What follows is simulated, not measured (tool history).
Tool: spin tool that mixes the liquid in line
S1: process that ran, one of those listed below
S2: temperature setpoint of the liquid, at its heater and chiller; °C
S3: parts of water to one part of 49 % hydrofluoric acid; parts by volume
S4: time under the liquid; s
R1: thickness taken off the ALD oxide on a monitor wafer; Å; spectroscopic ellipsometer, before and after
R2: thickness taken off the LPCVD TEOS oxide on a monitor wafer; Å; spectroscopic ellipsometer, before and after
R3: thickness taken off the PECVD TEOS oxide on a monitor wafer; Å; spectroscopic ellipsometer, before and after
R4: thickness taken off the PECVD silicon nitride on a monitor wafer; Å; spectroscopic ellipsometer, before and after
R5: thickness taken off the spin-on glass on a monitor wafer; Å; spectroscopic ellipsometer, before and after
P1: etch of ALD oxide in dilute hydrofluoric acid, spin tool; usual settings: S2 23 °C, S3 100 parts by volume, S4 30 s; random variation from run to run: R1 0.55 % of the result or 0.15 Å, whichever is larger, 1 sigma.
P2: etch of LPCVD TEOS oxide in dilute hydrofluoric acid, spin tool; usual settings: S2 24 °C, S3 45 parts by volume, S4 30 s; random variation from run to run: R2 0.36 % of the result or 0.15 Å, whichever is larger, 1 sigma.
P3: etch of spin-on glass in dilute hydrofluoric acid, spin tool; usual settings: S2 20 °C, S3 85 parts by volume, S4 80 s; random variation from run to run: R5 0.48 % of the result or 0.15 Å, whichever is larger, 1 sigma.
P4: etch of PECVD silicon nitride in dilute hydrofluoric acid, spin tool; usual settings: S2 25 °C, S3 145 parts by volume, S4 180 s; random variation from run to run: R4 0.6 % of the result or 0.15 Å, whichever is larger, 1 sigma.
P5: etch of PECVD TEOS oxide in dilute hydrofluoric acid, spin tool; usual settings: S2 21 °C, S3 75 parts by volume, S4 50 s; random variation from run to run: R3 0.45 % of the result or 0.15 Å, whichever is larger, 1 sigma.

Run 1, day 0.375: S1 P1, S2 23 °C, S3 100 parts by volume, S4 30 s. Result: R1 94.388 Å.
Run 2, day 0.608: S1 P2, S2 17.5 °C, S3 45 parts by volume, S4 30 s. Result: R2 223 Å.
Run 3, day 0.829: S1 P1, S2 23 °C, S3 100 parts by volume, S4 60 s. Result: R1 187.85 Å.
Run 4, day 1.071: S1 P2, S2 24 °C, S3 75 parts by volume, S4 30 s. Result: R2 167.85 Å.
Run 5, day 1.338: S1 P5, S2 29 °C, S3 75 parts by volume, S4 50 s. Result: R3 120.24 Å.
Run 6, day 1.633: S1 P1, S2 17 °C, S3 100 parts by volume, S4 30 s. Result: R1 73.016 Å.
At day 1.817: thermometer replaced.
Run 7, day 1.896: S1 P2, S2 24 °C, S3 45 parts by volume, S4 15 s. Result: R2 146.81 Å.
Run 8, day 2.142: S1 P4, S2 25 °C, S3 145 parts by volume, S4 180 s. Result: R4 54.856 Å.
Run 9, day 2.317: S1 P3, S2 20 °C, S3 35 parts by volume, S4 80 s. Result: R5 628.79 Å.
Run 10, day 2.612: S1 P1, S2 23 °C, S3 100 parts by volume, S4 30 s. Result: R1 94.123 Å.
Run 11, day 2.783: S1 P5, S2 21 °C, S3 20 parts by volume, S4 50 s. Result: R3 348.48 Å.
Run 12, day 3.025: S1 P2, S2 24 °C, S3 45 parts by volume, S4 30 s. Result: R2 293.24 Å.
Run 13, day 3.304: S1 P4, S2 25 °C, S3 145 parts by volume, S4 15 s. Result: R4 4.7983 Å.
Run 14, day 3.621: S1 P1, S2 23 °C, S3 100 parts by volume, S4 15 s. Result: R1 47.162 Å.
Run 15, day 4.012: S1 P1, S2 26.5 °C, S3 100 parts by volume, S4 30 s. Result: R1 106.9 Å.
Run 16, day 4.271: S1 P3, S2 26.5 °C, S3 85 parts by volume, S4 80 s. Result: R5 317.19 Å.
Run 17, day 4.533: S1 P1, S2 23 °C, S3 25 parts by volume, S4 30 s. Result: R1 413.29 Å.
Run 18, day 4.758: S1 P3, S2 20 °C, S3 85 parts by volume, S4 80 s. Result: R5 244.78 Å.
Run 19, day 5.004: S1 P1, S2 23 °C, S3 165 parts by volume, S4 30 s. Result: R1 52.755 Å.
Run 20, day 5.242: S1 P1, S2 23 °C, S3 35 parts by volume, S4 15 s. Result: R1 145.28 Å.
Run 21, day 5.588: S1 P4, S2 25 °C, S3 85 parts by volume, S4 180 s. Result: R4 93.153 Å.
Run 22, day 5.979: S1 P1, S2 23 °C, S3 100 parts by volume, S4 30 s. Result: R1 94.349 Å.
Run 23, day 6.304: S1 P5, S2 21 °C, S3 75 parts by volume, S4 50 s. Result: R3 87.368 Å.
Run 24, day 6.504: S1 P1, S2 19 °C, S3 100 parts by volume, S4 15 s. Result: R1 39.821 Å.
Run 25, day 6.892: S1 P4, S2 20 °C, S3 145 parts by volume, S4 180 s. Result: R4 39.386 Å.
Run 26, day 7.083: S1 P2, S2 24 °C, S3 45 parts by volume, S4 30 s. Result: R2 293.81 Å.
Run 27, day 7.446: S1 P4, S2 25 °C, S3 145 parts by volume, S4 180 s. Result: R4 54.661 Å.
Run 28, day 7.733: S1 P1, S2 23 °C, S3 165 parts by volume, S4 45 s. Result: R1 78.275 Å.
Run 29, day 8.067: S1 P3, S2 20 °C, S3 85 parts by volume, S4 145 s. Result: R5 438.51 Å.
Run 30, day 8.292: S1 P5, S2 21 °C, S3 75 parts by volume, S4 15 s. Result: R3 26.158 Å.
Run 31, day 8.629: S1 P1, S2 23 °C, S3 100 parts by volume, S4 30 s. Result: R1 93.705 Å.
Run 32, day 8.896: S1 P5, S2 21 °C, S3 75 parts by volume, S4 50 s. Result: R3 87.43 Å.
Run 33, day 9.125: S1 P1, S2 23 °C, S3 100 parts by volume, S4 30 s. Result: R1 93.5 Å.
Run 34, day 9.462: S1 P1, S2 23 °C, S3 100 parts by volume, S4 30 s. Result: R1 96.717 Å.
Run 35, day 9.796: S1 P1, S2 23 °C, S3 100 parts by volume, S4 30 s. Result: R1 98.455 Å.
Run 36, day 10.154: S1 P1, S2 23 °C, S3 100 parts by volume, S4 30 s. Result: R1 98.024 Å.
Run 37, day 10.329: S1 P1, S2 23 °C, S3 100 parts by volume, S4 30 s. Result: R1 98.537 Å.
Run 38, day 10.508: S1 P1, S2 23 °C, S3 100 parts by volume, S4 30 s. Result: R1 99.258 Å.
Run 39, day 10.733: S1 P1, S2 23 °C, S3 100 parts by volume, S4 30 s. Result: R1 100.3 Å.
Run 40, day 10.967: S1 P1, S2 23 °C, S3 100 parts by volume, S4 30 s. Result: R1 99.551 Å.
Run 41, day 11.225: S1 P1, S2 23 °C, S3 100 parts by volume, S4 30 s. Result: R1 99.71 Å.
Run 42, day 11.475: S1 P1, S2 23 °C, S3 100 parts by volume, S4 30 s. Result: R1 99.2 Å.

What P1 gives has crept away from where it was. These 2 causes fit the log equally well, each at the size given:
A: hydrofluoric acid flow above the setpoint (%) = 5.76
B: liquid hotter than its thermometer reads (K) = 1.58
The creep began at about day 9.125.

4 check runs are offered, each on 2 wafers whose results are averaged, their results left as question marks. Which one tells the causes apart?
Run check 1, day 11.725: S1 P3, S2 20 °C, S3 85 parts by volume, S4 80 s. Result: R5 ?.
Run check 2, day 11.725: S1 P2, S2 24 °C, S3 45 parts by volume, S4 30 s. Result: R2 ?.
Run check 3, day 11.725: S1 P5, S2 21 °C, S3 75 parts by volume, S4 50 s. Result: R3 ?.
Run check 4, day 11.725: S1 P4, S2 25 °C, S3 145 parts by volume, S4 180 s. Result: R4 ?.

What each check would give under each cause:
  check  result    if A    if B
check 1      R5  259.52   260.5
check 2      R2  310.56  312.31
check 3      R3  92.515  92.902
check 4      R4  58.131  60.803
How far apart the two closest causes lie, in the result that separates them most: check 1 0.38 %; check 2 0.56 %; check 3 0.42 %; check 4 4.49 %
Check 4 tells the causes apart: in the others they would give nearly the same result.

Check 4 was then run and gave: R4 60.85 Å. Which cause is it?

It is B: liquid hotter than its thermometer reads (K).

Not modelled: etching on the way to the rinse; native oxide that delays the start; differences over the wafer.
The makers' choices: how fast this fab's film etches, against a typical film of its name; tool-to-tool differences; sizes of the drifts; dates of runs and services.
